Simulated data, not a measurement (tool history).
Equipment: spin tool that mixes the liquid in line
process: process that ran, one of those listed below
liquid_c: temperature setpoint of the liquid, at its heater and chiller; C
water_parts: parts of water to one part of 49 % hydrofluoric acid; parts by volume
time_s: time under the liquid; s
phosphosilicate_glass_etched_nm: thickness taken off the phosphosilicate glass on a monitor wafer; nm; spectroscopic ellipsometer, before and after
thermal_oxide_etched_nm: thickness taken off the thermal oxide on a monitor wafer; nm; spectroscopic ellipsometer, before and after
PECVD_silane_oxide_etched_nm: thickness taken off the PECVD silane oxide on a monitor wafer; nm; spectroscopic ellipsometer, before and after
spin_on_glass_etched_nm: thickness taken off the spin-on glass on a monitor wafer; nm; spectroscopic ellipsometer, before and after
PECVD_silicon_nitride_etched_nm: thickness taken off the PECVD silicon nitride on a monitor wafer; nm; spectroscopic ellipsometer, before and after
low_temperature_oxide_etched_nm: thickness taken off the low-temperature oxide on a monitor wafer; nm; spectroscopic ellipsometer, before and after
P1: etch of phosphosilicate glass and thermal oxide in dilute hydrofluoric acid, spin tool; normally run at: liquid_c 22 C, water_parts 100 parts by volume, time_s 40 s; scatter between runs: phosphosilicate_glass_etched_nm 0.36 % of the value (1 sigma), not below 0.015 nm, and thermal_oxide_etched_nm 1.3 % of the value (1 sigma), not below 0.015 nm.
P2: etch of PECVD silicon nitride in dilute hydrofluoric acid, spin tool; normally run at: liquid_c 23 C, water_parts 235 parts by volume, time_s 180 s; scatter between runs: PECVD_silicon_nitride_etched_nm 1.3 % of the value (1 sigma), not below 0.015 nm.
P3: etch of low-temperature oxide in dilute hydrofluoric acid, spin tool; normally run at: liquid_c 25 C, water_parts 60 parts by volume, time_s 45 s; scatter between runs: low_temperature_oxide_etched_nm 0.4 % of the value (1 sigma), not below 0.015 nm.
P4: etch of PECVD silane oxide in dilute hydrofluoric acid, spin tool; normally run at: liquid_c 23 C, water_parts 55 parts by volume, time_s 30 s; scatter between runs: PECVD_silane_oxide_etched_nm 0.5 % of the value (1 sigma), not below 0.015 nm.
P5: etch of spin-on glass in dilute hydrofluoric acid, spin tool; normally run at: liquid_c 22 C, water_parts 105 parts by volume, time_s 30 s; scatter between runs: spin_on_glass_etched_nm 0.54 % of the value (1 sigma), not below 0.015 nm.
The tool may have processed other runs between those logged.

run	hour	process	liquid_c	water_parts	time_s	phosphosilicate_glass_etched_nm	thermal_oxide_etched_nm	PECVD_silane_oxide_etched_nm	spin_on_glass_etched_nm	PECVD_silicon_nitride_etched_nm	low_temperature_oxide_etched_nm
1	8.6	P1	22	100	40	55.298	1.6926				
2	18.3	P1	22	100	40	55.24	1.7033				
3	29.1	P4	23	55	60			39.139			
4	38.6	P5	22	105	30				13.653		
# hour 39: thermometer replaced
5	46.9	P4	23	20	30			55.681			
6	56.3	P1	27.5	100	40	68.275	2.0982				
7	67.8	P1	22	100	40	54.987	1.7036				
8	79.9	P1	22	160	40	32.141	0.99097				
9	92.8	P4	18.5	55	30			16.109			
10	105.8	P2	17	235	180					1.3455	
11	113.4	P5	22	180	30				7.2461		
12	119.4	P4	23	55	30			19.478			
13	126.2	P1	22	50	40	116.46	3.6128				
14	132.1	P5	29	105	30				17.725		
# hour 135.9: hydrofluoric acid flow meter replaced
15	139.1	P1	22	100	40	55.192	1.747				
16	151.8	P1	18.5	100	20	23.821	0.72865				
17	162	P1	22	100	60	82.358	2.4924				
18	174.3	P4	23	55	30			19.561			
19	182.7	P2	23	235	65					0.73213	
20	191.1	P5	22	105	15				6.8019		
21	197.5	P1	22	100	40	54.973	1.6732				
22	206.9	P3	25	60	45						8.9858
23	212.8	P3	25	60	25						4.9075
24	225.3	P5	22	105	30				13.635		
25	234.1	P3	25	100	45						5.0806
26	242.7	P2	23	235	180					1.9869	
27	248.8	P3	30.5	60	45						11.098
28	261.7	P1	22	100	15	20.627	0.62242				
29	267.3	P2	23	435	180					1.0611	
30	277.9	P1	17	100	40	44.838	1.3738				
31	286.2	P1	22	100	40	55.265	1.6697				
32	296.3	P1	22	100	40	56.243	1.723				
33	308	P1	22	100	40	57.854	1.8022				
34	319.9	P1	22	100	40	58.893	1.799				
35	331.7	P1	22	100	40	59.092	1.7928				
36	339	P1	22	100	40	59.218	1.8166				
37	349.5	P1	22	100	40	59.425	1.8734				
38	358.9	P1	22	100	40	59.209	1.8261				
39	365.1	P1	22	100	40	59.704	1.8631				
40	375.3	P1	22	100	40	59.698	1.8551				

The log shows P1 creeping away from where it was. Any of the 2 causes listed here, at the size stated for it, fits the log just as well as the others:
A: liquid hotter than its thermometer reads (K) = 2
B: hydrofluoric acid flow above the setpoint (%) = 7.42
The onset of the drift is placed at about hour 286.2.

4 check runs are offered, each on 5 wafers whose results are averaged, their results left as question marks. Which one tells the causes apart?
check 1	385.5	P5	22	105	30				?		
check 2	385.5	P3	25	60	45						?
check 3	385.5	P2	23	235	180					?	
check 4	385.5	P4	23	55	30			?			

If the cause were each of the candidates in turn, the checks would give the following:
check	result	if A	if B
check 1	spin_on_glass_etched_nm	14.728	14.733
check 2	low_temperature_oxide_etched_nm	9.6525	9.6209
check 3	PECVD_silicon_nitride_etched_nm	2.2459	2.1271
check 4	PECVD_silane_oxide_etched_nm	21.201	21.085
How far apart the two closest causes lie, in the result that separates them most: check 1 0.03 %; check 2 0.33 %; check 3 5.43 %; check 4 0.55 %
Check 3 tells the causes apart: in the others they would give nearly the same result.

Check 3 was then run and gave: PECVD_silicon_nitride_etched_nm 2.1194 nm. Which cause is it?

It was cause B: hydrofluoric acid flow above the setpoint (%).

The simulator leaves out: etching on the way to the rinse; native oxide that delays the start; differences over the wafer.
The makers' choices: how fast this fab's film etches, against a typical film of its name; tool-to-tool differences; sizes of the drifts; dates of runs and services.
